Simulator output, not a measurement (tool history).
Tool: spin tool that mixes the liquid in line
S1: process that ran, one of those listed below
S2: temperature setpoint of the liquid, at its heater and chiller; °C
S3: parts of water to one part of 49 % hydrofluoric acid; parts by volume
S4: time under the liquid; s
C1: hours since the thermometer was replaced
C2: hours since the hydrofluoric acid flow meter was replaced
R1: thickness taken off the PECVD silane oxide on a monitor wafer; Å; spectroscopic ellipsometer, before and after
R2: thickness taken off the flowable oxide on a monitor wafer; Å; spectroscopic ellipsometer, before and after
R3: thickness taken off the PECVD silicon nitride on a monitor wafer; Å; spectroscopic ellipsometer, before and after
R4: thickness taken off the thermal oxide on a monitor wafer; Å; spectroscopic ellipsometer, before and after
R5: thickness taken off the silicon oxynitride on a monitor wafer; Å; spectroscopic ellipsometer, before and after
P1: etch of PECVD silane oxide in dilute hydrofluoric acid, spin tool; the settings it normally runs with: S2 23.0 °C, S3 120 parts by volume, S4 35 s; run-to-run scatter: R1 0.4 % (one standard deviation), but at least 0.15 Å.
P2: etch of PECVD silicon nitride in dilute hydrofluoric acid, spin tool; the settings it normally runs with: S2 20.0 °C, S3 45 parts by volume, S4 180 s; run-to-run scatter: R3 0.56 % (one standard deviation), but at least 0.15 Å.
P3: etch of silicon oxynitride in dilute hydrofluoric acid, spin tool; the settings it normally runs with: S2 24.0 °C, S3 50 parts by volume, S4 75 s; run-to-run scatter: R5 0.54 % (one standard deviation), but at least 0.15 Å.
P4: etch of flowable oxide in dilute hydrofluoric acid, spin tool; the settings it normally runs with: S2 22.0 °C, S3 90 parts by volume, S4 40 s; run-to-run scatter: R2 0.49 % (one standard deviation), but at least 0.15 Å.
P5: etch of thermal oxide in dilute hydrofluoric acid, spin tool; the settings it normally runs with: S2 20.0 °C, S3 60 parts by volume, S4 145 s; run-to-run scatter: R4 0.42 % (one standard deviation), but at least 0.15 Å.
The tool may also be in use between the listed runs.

run 1 day=0.529 | S1=P1 S2=23.0 S3=120 S4=35 | C1=1868.6 C2=456.4 | R1=93.888
run 2 day=1.062 | S1=P4 S2=22.0 S3=90 S4=40 | C1=1881.4 C2=469.2 | R2=82.606
run 3 day=1.396 | S1=P2 S2=20.0 S3=45 S4=15 | C1=1889.4 C2=477.2 | R3=4.1651
run 4 day=1.829 | S1=P5 S2=20.0 S3=105 S4=145 | C1=1899.8 C2=487.6 | R4=53.286
run 5 day=2.362 | S1=P1 S2=23.0 S3=30 S4=35 | C1=1912.6 C2=500.4 | R1=420.240
run 6 day=3.017 | S1=P5 S2=20.0 S3=60 S4=285 | C1=1928.3 C2=516.1 | R4=192.550
run 7 day=3.588 | S1=P1 S2=23.0 S3=120 S4=35 | C1=1942.0 C2=529.8 | R1=93.505
run 8 day=4.246 | S1=P5 S2=20.0 S3=60 S4=145 | C1=1957.8 C2=545.6 | R4=97.833
run 9 day=4.775 | S1=P2 S2=20.0 S3=45 S4=180 | C1=1970.5 C2=558.3 | R3=51.5120
run 10 day=5.092 | S1=P2 S2=25.0 S3=45 S4=180 | C1=1978.1 C2=565.9 | R3=72.2090
run 11 day=5.662 | S1=P1 S2=23.0 S3=120 S4=35 | C1=1991.8 C2=579.6 | R1=94.437
run 12 day=6.088 | S1=P4 S2=22.0 S3=90 S4=80 | C1=2002.0 C2=589.8 | R2=166.450
run 13 day=6.567 | S1=P1 S2=23.0 S3=120 S4=15 | C1=2013.5 C2=601.3 | R1=40.340
run 14 day=6.904 | S1=P1 S2=23.0 S3=120 S4=35 | C1=2021.6 C2=609.4 | R1=93.557
run 15 day=7.554 | S1=P1 S2=23.0 S3=50 S4=15 | C1=2037.2 C2=625.0 | R1=105.940
run 16 day=8.175 | S1=P1 S2=17.0 S3=120 S4=65 | C1=2052.1 C2=639.9 | R1=136.940
run 17 day=8.546 | S1=P1 S2=23.0 S3=120 S4=70 | C1=2061.0 C2=648.8 | R1=187.820
run 18 day=9.133 | S1=P3 S2=24.0 S3=50 S4=25 | C1=2075.1 C2=662.9 | R5=15.252
run 19 day=9.450 | S1=P1 S2=23.0 S3=120 S4=35 | C1=2082.7 C2=670.5 | R1=94.155
run 20 day=10.017 | S1=P4 S2=22.0 S3=45 S4=40 | C1=2096.3 C2=684.1 | R2=176.980
run 21 day=10.654 | S1=P2 S2=20.0 S3=45 S4=180 | C1=2111.6 C2=699.4 | R3=51.3380
run 22 day=11.038 | S1=P2 S2=20.0 S3=75 S4=180 | C1=2120.8 C2=708.6 | R3=31.3160
run 23 day=11.567 | S1=P3 S2=32.0 S3=50 S4=75 | C1=2133.5 C2=721.3 | R5=66.285
-- day=11.950 thermometer replaced
run 24 day=12.171 | S1=P1 S2=19.0 S3=120 S4=35 | C1=5.4 C2=735.8 | R1=80.146
run 25 day=12.817 | S1=P1 S2=23.0 S3=120 S4=35 | C1=20.9 C2=751.3 | R1=93.579
run 26 day=13.175 | S1=P4 S2=22.0 S3=90 S4=40 | C1=29.5 C2=759.9 | R2=82.967
run 27 day=13.479 | S1=P3 S2=24.0 S3=50 S4=75 | C1=36.8 C2=767.2 | R5=45.555
run 28 day=13.871 | S1=P3 S2=24.0 S3=85 S4=75 | C1=46.2 C2=776.6 | R5=26.036
run 29 day=14.238 | S1=P1 S2=26.5 S3=120 S4=35 | C1=55.0 C2=785.4 | R1=108.390
run 30 day=14.883 | S1=P1 S2=23.0 S3=190 S4=35 | C1=70.5 C2=800.9 | R1=54.569
run 31 day=15.212 | S1=P5 S2=20.0 S3=60 S4=145 | C1=78.4 C2=808.8 | R4=97.547
run 32 day=15.588 | S1=P5 S2=17.0 S3=60 S4=145 | C1=87.4 C2=817.8 | R4=86.176
run 33 day=16.138 | S1=P4 S2=30.0 S3=90 S4=40 | C1=100.6 C2=831.0 | R2=113.390
run 34 day=16.546 | S1=P1 S2=23.0 S3=120 S4=35 | C1=110.4 C2=840.8 | R1=94.126
run 35 day=17.012 | S1=P1 S2=23.0 S3=120 S4=35 | C1=121.6 C2=852.0 | R1=98.020
run 36 day=17.321 | S1=P1 S2=23.0 S3=120 S4=35 | C1=129.0 C2=859.4 | R1=99.488
run 37 day=17.658 | S1=P1 S2=23.0 S3=120 S4=35 | C1=137.1 C2=867.5 | R1=100.390
run 38 day=18.162 | S1=P1 S2=23.0 S3=120 S4=35 | C1=149.2 C2=879.6 | R1=101.060
run 39 day=18.471 | S1=P1 S2=23.0 S3=120 S4=35 | C1=156.6 C2=887.0 | R1=101.410
run 40 day=18.829 | S1=P1 S2=23.0 S3=120 S4=35 | C1=165.2 C2=895.6 | R1=101.350

The output of P1 has drifted from where it used to be. Each of the 2 causes below, taken at the size shown beside it, accounts for the log equally well:
A: hydrofluoric acid flow above the setpoint (%) = 6.06
B: liquid hotter than its thermometer reads (K) = 1.71
At approximately day 16.546, the process output began to creep.

Each of the 4 check runs below uses one wafer; its results are left as question marks. Which run tells the causes apart?
run check 1 day=19.188 | S1=P5 S2=20.0 S3=80 S4=265 | R4=?
run check 2 day=19.188 | S1=P3 S2=30.5 S3=65 S4=75 | R5=?
run check 3 day=19.188 | S1=P2 S2=20.0 S3=60 S4=115 | R3=?
run check 4 day=19.188 | S1=P4 S2=22.0 S3=55 S4=40 | R2=?

Expected result of each check under each candidate cause:
check=check_1 result=R4 if_A=139.770 if_B=140.680
check=check_2 result=R5 if_A=49.939 if_B=50.700
check=check_3 result=R3 if_A=26.2460 if_B=27.8750
check=check_4 result=R2 if_A=150.650 if_B=151.860
Gap, in per cent, between the two causes that each check separates least, read from the result that separates them most: check 1 0.65 %; check 2 1.51 %; check 3 6.02 %; check 4 0.8 %
The causes can be told apart only by check 3. The other checks would give nearly the same results under each of them.

Check 3 has now been run. It gave: R3 26.4340 Å. Which of the candidate causes is it?

Of the candidate causes, it is A: hydrofluoric acid flow above the setpoint (%).
